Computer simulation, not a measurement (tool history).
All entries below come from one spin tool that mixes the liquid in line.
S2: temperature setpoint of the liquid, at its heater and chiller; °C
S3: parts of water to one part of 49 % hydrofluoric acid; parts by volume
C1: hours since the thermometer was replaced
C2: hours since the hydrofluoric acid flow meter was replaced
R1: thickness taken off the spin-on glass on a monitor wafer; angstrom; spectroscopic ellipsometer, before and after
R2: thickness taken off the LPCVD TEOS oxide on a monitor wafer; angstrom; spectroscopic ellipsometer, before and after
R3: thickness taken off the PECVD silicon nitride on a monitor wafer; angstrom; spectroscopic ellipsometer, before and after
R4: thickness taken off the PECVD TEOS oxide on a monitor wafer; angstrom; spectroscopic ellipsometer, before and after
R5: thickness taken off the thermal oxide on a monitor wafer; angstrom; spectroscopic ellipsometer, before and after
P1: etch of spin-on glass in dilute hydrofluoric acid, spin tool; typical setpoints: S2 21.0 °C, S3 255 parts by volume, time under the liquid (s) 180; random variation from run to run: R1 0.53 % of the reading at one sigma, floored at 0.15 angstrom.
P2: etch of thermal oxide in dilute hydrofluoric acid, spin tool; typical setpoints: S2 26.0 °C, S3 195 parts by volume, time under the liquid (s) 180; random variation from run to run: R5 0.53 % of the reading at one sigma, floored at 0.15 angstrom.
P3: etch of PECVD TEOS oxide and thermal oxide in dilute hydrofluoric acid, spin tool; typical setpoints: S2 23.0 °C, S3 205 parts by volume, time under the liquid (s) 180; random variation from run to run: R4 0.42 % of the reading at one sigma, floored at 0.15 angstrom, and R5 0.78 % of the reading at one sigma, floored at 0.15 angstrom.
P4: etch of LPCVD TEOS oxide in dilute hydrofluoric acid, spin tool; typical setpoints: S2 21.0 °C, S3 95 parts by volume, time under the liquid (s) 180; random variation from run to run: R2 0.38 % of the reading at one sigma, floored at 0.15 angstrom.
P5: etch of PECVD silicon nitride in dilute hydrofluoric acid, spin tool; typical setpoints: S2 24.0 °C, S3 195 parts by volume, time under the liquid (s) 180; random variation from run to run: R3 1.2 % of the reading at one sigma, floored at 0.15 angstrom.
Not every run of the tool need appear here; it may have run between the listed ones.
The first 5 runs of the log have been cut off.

Run 6, hour 86.4: process that ran P2, S2 30.5 °C, S3 195 parts by volume, time under the liquid (s) 180; C1 591.4; C2 188.7. Result: R5 50.6450 angstrom.
Run 7, hour 96.6: process that ran P1, S2 28.0 °C, S3 255 parts by volume, time under the liquid (s) 180; C1 601.6; C2 198.9. Result: R1 171.760 angstrom.
Run 8, hour 111.1: process that ran P4, S2 26.5 °C, S3 95 parts by volume, time under the liquid (s) 180; C1 616.1; C2 213.4. Result: R2 351.350 angstrom.
Run 9, hour 121.0: process that ran P5, S2 24.0 °C, S3 40 parts by volume, time under the liquid (s) 180; C1 626.0; C2 223.3. Result: R3 103.970 angstrom.
Run 10, hour 133.6: process that ran P3, S2 23.0 °C, S3 345 parts by volume, time under the liquid (s) 180; C1 638.6; C2 235.9. Result: R4 63.135 angstrom, R5 17.8680 angstrom.
Run 11, hour 146.5: process that ran P1, S2 21.0 °C, S3 255 parts by volume, time under the liquid (s) 180; C1 651.5; C2 248.8. Result: R1 134.610 angstrom.
Run 12, hour 163.8: process that ran P1, S2 21.0 °C, S3 255 parts by volume, time under the liquid (s) 180; C1 668.8; C2 266.1. Result: R1 134.490 angstrom.
Run 13, hour 177.5: process that ran P1, S2 21.0 °C, S3 255 parts by volume, time under the liquid (s) 180; C1 682.5; C2 279.8. Result: R1 135.430 angstrom.
Run 14, hour 190.7: process that ran P2, S2 26.0 °C, S3 195 parts by volume, time under the liquid (s) 180; C1 695.7; C2 293.0. Result: R5 43.5420 angstrom.
Run 15, hour 200.7: process that ran P5, S2 24.0 °C, S3 195 parts by volume, time under the liquid (s) 360; C1 705.7; C2 303.0. Result: R3 42.597 angstrom.
Run 16, hour 210.0: process that ran P3, S2 23.0 °C, S3 205 parts by volume, time under the liquid (s) 180; C1 715.0; C2 312.3. Result: R4 122.940 angstrom, R5 35.2070 angstrom.
Run 17, hour 221.6: process that ran P1, S2 21.0 °C, S3 70 parts by volume, time under the liquid (s) 180; C1 726.6; C2 323.9. Result: R1 598.920 angstrom.
Run 18, hour 235.1: process that ran P1, S2 28.0 °C, S3 255 parts by volume, time under the liquid (s) 325; C1 740.1; C2 337.4. Result: R1 312.270 angstrom.
Run 19, hour 246.7: process that ran P4, S2 21.0 °C, S3 95 parts by volume, time under the liquid (s) 180; C1 751.7; C2 349.0. Result: R2 282.540 angstrom.
Run 20, hour 257.7: process that ran P1, S2 17.0 °C, S3 255 parts by volume, time under the liquid (s) 180; C1 762.7; C2 360.0. Result: R1 115.400 angstrom.
Run 21, hour 271.6: process that ran P1, S2 21.0 °C, S3 410 parts by volume, time under the liquid (s) 180; C1 776.6; C2 373.9. Result: R1 72.859 angstrom.
Run 22, hour 289.5: process that ran P1, S2 21.0 °C, S3 255 parts by volume, time under the liquid (s) 285; C1 794.5; C2 391.8. Result: R1 213.060 angstrom.
Run 23, hour 304.7: process that ran P4, S2 21.0 °C, S3 95 parts by volume, time under the liquid (s) 180; C1 809.7; C2 407.0. Result: R2 281.880 angstrom.
Run 24, hour 322.4: process that ran P1, S2 21.0 °C, S3 255 parts by volume, time under the liquid (s) 100; C1 827.4; C2 424.7. Result: R1 74.742 angstrom.
Run 25, hour 337.5: process that ran P4, S2 21.0 °C, S3 170 parts by volume, time under the liquid (s) 180; C1 842.5; C2 439.8. Result: R2 144.350 angstrom.

Run 26 comes next. What will it give?
Run 26, hour 350.0: process that ran P2, S2 26.0 °C, S3 195 parts by volume, time under the liquid (s) 15; C1 855.0; C2 452.3. Result: R5 ?.

Run 26 produced R5 3.5792 angstrom.

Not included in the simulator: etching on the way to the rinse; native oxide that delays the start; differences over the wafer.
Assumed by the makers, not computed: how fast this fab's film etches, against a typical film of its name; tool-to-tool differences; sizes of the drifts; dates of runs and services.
